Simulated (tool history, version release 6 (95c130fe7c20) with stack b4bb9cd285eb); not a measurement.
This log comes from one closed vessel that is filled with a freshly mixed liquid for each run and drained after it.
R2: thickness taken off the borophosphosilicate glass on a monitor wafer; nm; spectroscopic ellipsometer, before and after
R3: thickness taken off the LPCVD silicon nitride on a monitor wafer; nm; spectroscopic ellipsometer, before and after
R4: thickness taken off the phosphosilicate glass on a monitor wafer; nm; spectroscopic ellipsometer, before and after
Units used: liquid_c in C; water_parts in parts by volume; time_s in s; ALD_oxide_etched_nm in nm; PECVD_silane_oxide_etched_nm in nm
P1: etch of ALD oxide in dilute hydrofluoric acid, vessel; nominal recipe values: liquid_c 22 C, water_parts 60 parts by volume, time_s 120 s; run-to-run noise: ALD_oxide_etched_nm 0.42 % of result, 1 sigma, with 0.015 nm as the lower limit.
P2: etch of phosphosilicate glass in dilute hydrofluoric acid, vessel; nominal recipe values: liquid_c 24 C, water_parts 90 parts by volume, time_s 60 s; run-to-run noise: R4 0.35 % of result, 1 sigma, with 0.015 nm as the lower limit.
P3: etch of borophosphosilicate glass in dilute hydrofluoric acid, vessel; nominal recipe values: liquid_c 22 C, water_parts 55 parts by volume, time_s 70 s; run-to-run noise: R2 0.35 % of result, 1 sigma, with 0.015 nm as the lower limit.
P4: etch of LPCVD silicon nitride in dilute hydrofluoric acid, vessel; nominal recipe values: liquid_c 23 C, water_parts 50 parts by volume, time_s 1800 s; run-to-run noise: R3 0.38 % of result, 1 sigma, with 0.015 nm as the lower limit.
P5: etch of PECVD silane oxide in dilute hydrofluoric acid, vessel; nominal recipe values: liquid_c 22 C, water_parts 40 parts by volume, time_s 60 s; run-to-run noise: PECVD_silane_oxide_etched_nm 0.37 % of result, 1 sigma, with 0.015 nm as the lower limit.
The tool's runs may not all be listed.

{"run": 1, "hour": 8.2, "process": "P1", "liquid_c": 22, "water_parts": 60, "time_s": 120, "ALD_oxide_etched_nm": 19.247}
{"run": 2, "hour": 14.7, "process": "P3", "liquid_c": 22, "water_parts": 95, "time_s": 70, "R2": 33.272}
{"run": 3, "hour": 19.0, "process": "P4", "liquid_c": 23, "water_parts": 50, "time_s": 425, "R3": 3.8434}
{"run": 4, "hour": 24.2, "process": "P1", "liquid_c": 22, "water_parts": 60, "time_s": 120, "ALD_oxide_etched_nm": 19.385}
{"run": 5, "hour": 28.5, "process": "P1", "liquid_c": 22, "water_parts": 85, "time_s": 225, "ALD_oxide_etched_nm": 24.83}
{"run": 6, "hour": 35.8, "process": "P4", "liquid_c": 23, "water_parts": 50, "time_s": 1800, "R3": 16.487}
{"run": 7, "hour": 41.3, "process": "P1", "liquid_c": 22, "water_parts": 60, "time_s": 200, "ALD_oxide_etched_nm": 32.372}
{"run": 8, "hour": 47.6, "process": "P1", "liquid_c": 22, "water_parts": 30, "time_s": 120, "ALD_oxide_etched_nm": 40.486}
{"run": 9, "hour": 54.6, "process": "P2", "liquid_c": 17.5, "water_parts": 90, "time_s": 60, "R4": 44.533}
{"run": 10, "hour": 60.9, "process": "P5", "liquid_c": 22, "water_parts": 40, "time_s": 115, "PECVD_silane_oxide_etched_nm": 112.31}
{"run": 11, "hour": 67.2, "process": "P2", "liquid_c": 24, "water_parts": 90, "time_s": 30, "R4": 29.107}
{"run": 12, "hour": 72.0, "process": "P1", "liquid_c": 18, "water_parts": 60, "time_s": 120, "ALD_oxide_etched_nm": 16.362}
{"run": 13, "hour": 77.2, "process": "P3", "liquid_c": 22, "water_parts": 55, "time_s": 70, "R2": 60.388}
{"run": 14, "hour": 81.1, "process": "P4", "liquid_c": 30, "water_parts": 50, "time_s": 1800, "R3": 26.091}
{"run": 15, "hour": 87.4, "process": "P1", "liquid_c": 17, "water_parts": 20, "time_s": 120, "ALD_oxide_etched_nm": 49.655}
{"run": 16, "hour": 91.6, "process": "P1", "liquid_c": 22, "water_parts": 60, "time_s": 120, "ALD_oxide_etched_nm": 19.352}
{"run": 17, "hour": 98.6, "process": "P1", "liquid_c": 22, "water_parts": 85, "time_s": 120, "ALD_oxide_etched_nm": 13.354}
{"run": 18, "hour": 106.9, "process": "P1", "liquid_c": 22, "water_parts": 60, "time_s": 30, "ALD_oxide_etched_nm": 4.8455}
{"run": 19, "hour": 111.6, "process": "P1", "liquid_c": 22, "water_parts": 60, "time_s": 120, "ALD_oxide_etched_nm": 19.286}
{"run": 20, "hour": 115.3, "process": "P1", "liquid_c": 30, "water_parts": 60, "time_s": 120, "ALD_oxide_etched_nm": 26.832}
{"run": 21, "hour": 120.9, "process": "P4", "liquid_c": 23, "water_parts": 70, "time_s": 1800, "R3": 11.744}
{"run": 22, "hour": 126.7, "process": "P1", "liquid_c": 22, "water_parts": 60, "time_s": 120, "ALD_oxide_etched_nm": 19.385}
{"run": 23, "hour": 131.3, "process": "P3", "liquid_c": 22, "water_parts": 55, "time_s": 125, "R2": 108.54}
{"run": 24, "hour": 137.2, "process": "P5", "liquid_c": 22, "water_parts": 55, "time_s": 60, "PECVD_silane_oxide_etched_nm": 41.829}
{"run": 25, "hour": 142.0, "process": "P5", "liquid_c": 26.5, "water_parts": 40, "time_s": 60, "PECVD_silane_oxide_etched_nm": 70.605}
{"run": 26, "hour": 146.0, "process": "P3", "liquid_c": 17, "water_parts": 55, "time_s": 70, "R2": 49.228}
{"run": 27, "hour": 151.6, "process": "P5", "liquid_c": 22, "water_parts": 40, "time_s": 60, "PECVD_silane_oxide_etched_nm": 58.341}

What will run 28 give?
{"run": 28, "hour": 157.3, "process": "P2", "liquid_c": 24, "water_parts": 90, "time_s": 60, "R4": "?"}

R4: 58.527 nm

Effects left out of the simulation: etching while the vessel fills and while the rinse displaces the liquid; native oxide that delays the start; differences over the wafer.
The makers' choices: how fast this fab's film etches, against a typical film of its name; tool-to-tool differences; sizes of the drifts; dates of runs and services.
